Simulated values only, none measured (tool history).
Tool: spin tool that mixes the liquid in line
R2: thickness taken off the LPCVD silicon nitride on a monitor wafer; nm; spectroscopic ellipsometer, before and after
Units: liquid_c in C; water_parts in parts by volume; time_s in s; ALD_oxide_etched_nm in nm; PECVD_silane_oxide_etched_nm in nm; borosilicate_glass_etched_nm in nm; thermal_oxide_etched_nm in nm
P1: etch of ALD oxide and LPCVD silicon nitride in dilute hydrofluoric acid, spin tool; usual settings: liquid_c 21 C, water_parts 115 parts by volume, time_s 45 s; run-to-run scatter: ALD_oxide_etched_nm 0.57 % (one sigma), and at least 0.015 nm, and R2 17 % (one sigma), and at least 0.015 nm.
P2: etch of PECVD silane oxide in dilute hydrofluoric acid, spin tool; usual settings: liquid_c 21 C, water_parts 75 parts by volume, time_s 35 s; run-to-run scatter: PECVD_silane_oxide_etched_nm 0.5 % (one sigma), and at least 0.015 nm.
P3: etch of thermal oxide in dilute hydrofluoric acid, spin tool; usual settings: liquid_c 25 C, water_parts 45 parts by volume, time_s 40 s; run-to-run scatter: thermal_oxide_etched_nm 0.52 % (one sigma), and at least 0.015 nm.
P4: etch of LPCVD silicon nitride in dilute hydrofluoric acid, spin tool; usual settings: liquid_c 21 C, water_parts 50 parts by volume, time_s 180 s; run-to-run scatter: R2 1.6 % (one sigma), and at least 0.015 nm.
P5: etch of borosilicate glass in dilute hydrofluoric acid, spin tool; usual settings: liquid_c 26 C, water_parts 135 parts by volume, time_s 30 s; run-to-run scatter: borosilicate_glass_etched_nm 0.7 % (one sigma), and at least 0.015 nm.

{"run": 1, "hour": 17.0, "process": "P1", "liquid_c": 21, "water_parts": 115, "time_s": 45, "ALD_oxide_etched_nm": 8.3784, "R2": 0.19818}
{"run": 2, "hour": 24.8, "process": "P4", "liquid_c": 26.5, "water_parts": 50, "time_s": 180, "R2": 2.1703}
{"run": 3, "hour": 37.8, "process": "P2", "liquid_c": 21, "water_parts": 75, "time_s": 65, "PECVD_silane_oxide_etched_nm": 25.105}
{"run": 4, "hour": 47.4, "process": "P2", "liquid_c": 21, "water_parts": 130, "time_s": 35, "PECVD_silane_oxide_etched_nm": 7.4124}
{"run": 5, "hour": 60.4, "process": "P1", "liquid_c": 21, "water_parts": 115, "time_s": 45, "ALD_oxide_etched_nm": 8.4455, "R2": 0.10938}
{"run": 6, "hour": 75.4, "process": "P4", "liquid_c": 21, "water_parts": 20, "time_s": 180, "R2": 3.6461}
{"run": 7, "hour": 85.2, "process": "P1", "liquid_c": 21, "water_parts": 115, "time_s": 45, "ALD_oxide_etched_nm": 8.4522, "R2": 0.14626}
{"run": 8, "hour": 97.3, "process": "P5", "liquid_c": 26, "water_parts": 20, "time_s": 30, "borosilicate_glass_etched_nm": 30.46}
{"run": 9, "hour": 109.5, "process": "P1", "liquid_c": 21, "water_parts": 115, "time_s": 75, "ALD_oxide_etched_nm": 13.802, "R2": 0.26281}
{"run": 10, "hour": 123.3, "process": "P1", "liquid_c": 17, "water_parts": 115, "time_s": 45, "ALD_oxide_etched_nm": 7.1737, "R2": 0.12005}
{"run": 11, "hour": 139.6, "process": "P4", "liquid_c": 21, "water_parts": 50, "time_s": 360, "R2": 2.9315}
{"run": 12, "hour": 151.9, "process": "P1", "liquid_c": 21, "water_parts": 60, "time_s": 65, "ALD_oxide_etched_nm": 24.847, "R2": 0.40359}
{"run": 13, "hour": 166.7, "process": "P4", "liquid_c": 21, "water_parts": 50, "time_s": 180, "R2": 1.4363}
{"run": 14, "hour": 176.9, "process": "P1", "liquid_c": 21, "water_parts": 115, "time_s": 45, "ALD_oxide_etched_nm": 8.3104, "R2": 0.13631}
{"run": 15, "hour": 192.7, "process": "P2", "liquid_c": 21, "water_parts": 75, "time_s": 35, "PECVD_silane_oxide_etched_nm": 13.507}
{"run": 16, "hour": 208.2, "process": "P2", "liquid_c": 21, "water_parts": 75, "time_s": 35, "PECVD_silane_oxide_etched_nm": 13.782}
{"run": 17, "hour": 220.3, "process": "P3", "liquid_c": 20, "water_parts": 45, "time_s": 40, "thermal_oxide_etched_nm": 3.6611}
{"run": 18, "hour": 234.5, "process": "P1", "liquid_c": 21, "water_parts": 115, "time_s": 45, "ALD_oxide_etched_nm": 8.4176, "R2": 0.16066}
{"run": 19, "hour": 244.5, "process": "P1", "liquid_c": 29, "water_parts": 115, "time_s": 45, "ALD_oxide_etched_nm": 11.476, "R2": 0.2639}
{"run": 20, "hour": 252.8, "process": "P5", "liquid_c": 30.5, "water_parts": 135, "time_s": 30, "borosilicate_glass_etched_nm": 4.6584}
{"run": 21, "hour": 261.4, "process": "P2", "liquid_c": 17, "water_parts": 75, "time_s": 35, "PECVD_silane_oxide_etched_nm": 11.506}
{"run": 22, "hour": 274.9, "process": "P3", "liquid_c": 25, "water_parts": 30, "time_s": 40, "thermal_oxide_etched_nm": 6.9528}
{"run": 23, "hour": 287.2, "process": "P1", "liquid_c": 21, "water_parts": 155, "time_s": 65, "ALD_oxide_etched_nm": 8.5916, "R2": 0.18323}
{"run": 24, "hour": 301.2, "process": "P1", "liquid_c": 21, "water_parts": 115, "time_s": 15, "ALD_oxide_etched_nm": 2.766, "R2": 0.06659}
{"run": 25, "hour": 313.2, "process": "P1", "liquid_c": 21, "water_parts": 205, "time_s": 45, "ALD_oxide_etched_nm": 4.284, "R2": 0.062785}
{"run": 26, "hour": 324.1, "process": "P1", "liquid_c": 21, "water_parts": 55, "time_s": 45, "ALD_oxide_etched_nm": 18.733, "R2": 0.25078}
{"hour": 336.4, "done": "thermometer replaced"}
{"run": 27, "hour": 338.9, "process": "P3", "liquid_c": 25, "water_parts": 45, "time_s": 40, "thermal_oxide_etched_nm": 4.5561}
{"run": 28, "hour": 354.5, "process": "P3", "liquid_c": 25, "water_parts": 45, "time_s": 15, "thermal_oxide_etched_nm": 1.6801}
{"run": 29, "hour": 369.4, "process": "P1", "liquid_c": 21, "water_parts": 50, "time_s": 70, "ALD_oxide_etched_nm": 32.503, "R2": 0.52433}
{"run": 30, "hour": 378.4, "process": "P5", "liquid_c": 26, "water_parts": 135, "time_s": 55, "borosilicate_glass_etched_nm": 7.2063}
{"run": 31, "hour": 390.6, "process": "P5", "liquid_c": 26, "water_parts": 135, "time_s": 30, "borosilicate_glass_etched_nm": 3.9172}
{"run": 32, "hour": 402.6, "process": "P1", "liquid_c": 21, "water_parts": 115, "time_s": 45, "ALD_oxide_etched_nm": 8.3328, "R2": 0.093966}
{"run": 33, "hour": 417.3, "process": "P1", "liquid_c": 21, "water_parts": 115, "time_s": 45, "ALD_oxide_etched_nm": 8.0264, "R2": 0.15067}
{"run": 34, "hour": 427.4, "process": "P1", "liquid_c": 21, "water_parts": 115, "time_s": 45, "ALD_oxide_etched_nm": 7.8649, "R2": 0.13156}
{"run": 35, "hour": 436.0, "process": "P1", "liquid_c": 21, "water_parts": 115, "time_s": 45, "ALD_oxide_etched_nm": 7.8467, "R2": 0.13255}
{"run": 36, "hour": 452.2, "process": "P1", "liquid_c": 21, "water_parts": 115, "time_s": 45, "ALD_oxide_etched_nm": 7.8589, "R2": 0.12543}
{"run": 37, "hour": 462.9, "process": "P1", "liquid_c": 21, "water_parts": 115, "time_s": 45, "ALD_oxide_etched_nm": 7.7661, "R2": 0.19866}
{"run": 38, "hour": 478.4, "process": "P1", "liquid_c": 21, "water_parts": 115, "time_s": 45, "ALD_oxide_etched_nm": 7.7066, "R2": 0.20123}

What P1 gives has crept away from where it was. These 2 causes fit the log equally well, each at the size given:
A: hydrofluoric acid flow below the setpoint (%) = 6.24
B: liquid colder than its thermometer reads (K) = 1.8
The creep began at about hour 402.6.

4 check runs are offered, each on 5 wafers whose results are averaged, their results left as question marks. Which one tells the causes apart?
{"run": "check 1", "hour": 493.9, "process": "P5", "liquid_c": 26, "water_parts": 135, "time_s": 30, "borosilicate_glass_etched_nm": "?"}
{"run": "check 2", "hour": 493.9, "process": "P4", "liquid_c": 21, "water_parts": 50, "time_s": 180, "R2": "?"}
{"run": "check 3", "hour": 493.9, "process": "P3", "liquid_c": 25, "water_parts": 45, "time_s": 40, "thermal_oxide_etched_nm": "?"}
{"run": "check 4", "hour": 493.9, "process": "P2", "liquid_c": 21, "water_parts": 75, "time_s": 35, "PECVD_silane_oxide_etched_nm": "?"}

What each check would give under each cause:
check=check_1 result=borosilicate_glass_etched_nm if_A=3.631 if_B=3.6547
check=check_2 result=R2 if_A=1.3881 if_B=1.3044
check=check_3 result=thermal_oxide_etched_nm if_A=4.2516 if_B=4.2265
check=check_4 result=PECVD_silane_oxide_etched_nm if_A=12.724 if_B=12.663
How far apart the two closest causes lie, in the result that separates them most: check 1 0.65 %; check 2 6.21 %; check 3 0.59 %; check 4 0.48 %
Check 2 tells the causes apart: in the others they would give nearly the same result.

Check 2 was then run and gave: R2 1.3067 nm. Which cause is it?

It is B: liquid colder than its thermometer reads (K).
